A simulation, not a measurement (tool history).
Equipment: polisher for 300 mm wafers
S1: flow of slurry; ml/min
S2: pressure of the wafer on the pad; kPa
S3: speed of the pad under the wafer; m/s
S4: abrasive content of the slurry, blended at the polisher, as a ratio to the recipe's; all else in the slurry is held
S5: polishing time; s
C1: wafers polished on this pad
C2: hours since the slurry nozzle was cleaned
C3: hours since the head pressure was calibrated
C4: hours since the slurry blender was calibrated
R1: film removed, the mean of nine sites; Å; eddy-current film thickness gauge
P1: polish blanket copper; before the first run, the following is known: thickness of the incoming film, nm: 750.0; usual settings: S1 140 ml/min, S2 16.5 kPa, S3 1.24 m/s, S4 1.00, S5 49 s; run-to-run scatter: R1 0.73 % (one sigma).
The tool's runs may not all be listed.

run,day,S1,S2,S3,S4,S5,C1,C2,C3,C4,R1
1,0.804,140,16.5,1.24,1.00,49,359,173.9,226.7,120.0,1694.40
2,1.221,140,16.5,0.56,1.00,49,451,183.9,236.7,130.0,766.75
3,1.742,140,16.5,1.24,0.70,37,566,196.4,249.2,142.5,1203.00
4,2.275,140,23.4,1.24,0.70,49,684,209.2,262.0,155.3,2259.70
5,2.808,140,16.5,1.24,0.70,49,802,222.0,274.8,168.1,1592.70
6,3.612,140,16.5,1.24,1.00,49,979,241.3,294.1,187.4,1688.80
7,4.279,140,16.5,1.24,1.00,49,1126,257.3,310.1,203.4,1692.00
8,4.938,140,16.5,1.24,1.00,49,1272,273.1,325.9,219.2,1721.10
# day 5.388: slurry blender recalibrated
9,5.504,140,16.5,1.24,1.00,49,1397,286.7,339.5,2.8,1717.40
10,5.971,140,16.5,1.24,1.00,49,1500,297.9,350.7,14.0,1702.10
# day 6.196: head pressure recalibrated
11,6.671,140,20.7,1.24,1.00,49,1654,314.7,11.5,30.8,2136.10
12,7.254,140,16.5,1.80,1.00,49,1783,328.7,25.5,44.8,2508.60
# day 7.512: slurry nozzle cleaned
13,7.829,140,16.5,1.24,1.35,49,1910,7.7,39.3,58.6,1793.80
14,8.379,140,10.3,1.24,1.00,49,2032,20.9,52.5,71.8,1081.90
15,8.921,140,16.5,1.24,1.00,70,2151,33.9,65.5,84.8,2441.60
16,9.571,85,16.5,1.24,1.00,49,2295,49.5,81.1,100.4,1506.80
17,10.312,140,16.5,1.24,1.00,23,2459,67.3,98.9,118.2,799.00
18,10.879,140,16.5,1.24,1.00,49,2584,80.9,112.5,131.8,1709.20
19,11.250,205,16.5,1.24,1.00,49,2666,89.8,121.4,140.7,1827.80
20,11.867,140,16.5,1.24,1.00,49,2802,104.6,136.2,155.5,1709.00
21,12.638,140,16.5,1.24,1.00,49,2972,123.1,154.7,174.0,1660.30
22,13.175,140,16.5,1.24,1.00,49,3091,136.0,167.6,186.9,1646.40
23,13.717,140,16.5,1.24,1.00,49,3210,149.0,180.6,199.9,1611.90
# day 14.233: head pressure recalibrated
24,14.508,140,16.5,1.24,1.00,49,3385,168.0,6.6,218.9,1586.50
25,14.862,140,16.5,1.24,1.00,49,3463,176.5,15.1,227.4,1578.20
26,15.454,140,16.5,1.24,1.00,49,3594,190.7,29.3,241.6,1566.90
# day 15.521: slurry blender recalibrated
27,15.996,140,16.5,1.24,1.00,49,3714,203.7,42.3,11.5,1551.20
28,16.429,140,16.5,1.24,1.00,49,3809,214.1,52.7,21.9,1568.00

What will run 29 give?
29,17.092,140,16.5,1.24,1.00,49,3956,230.0,68.6,37.8,?

R1: 1546.40 Å
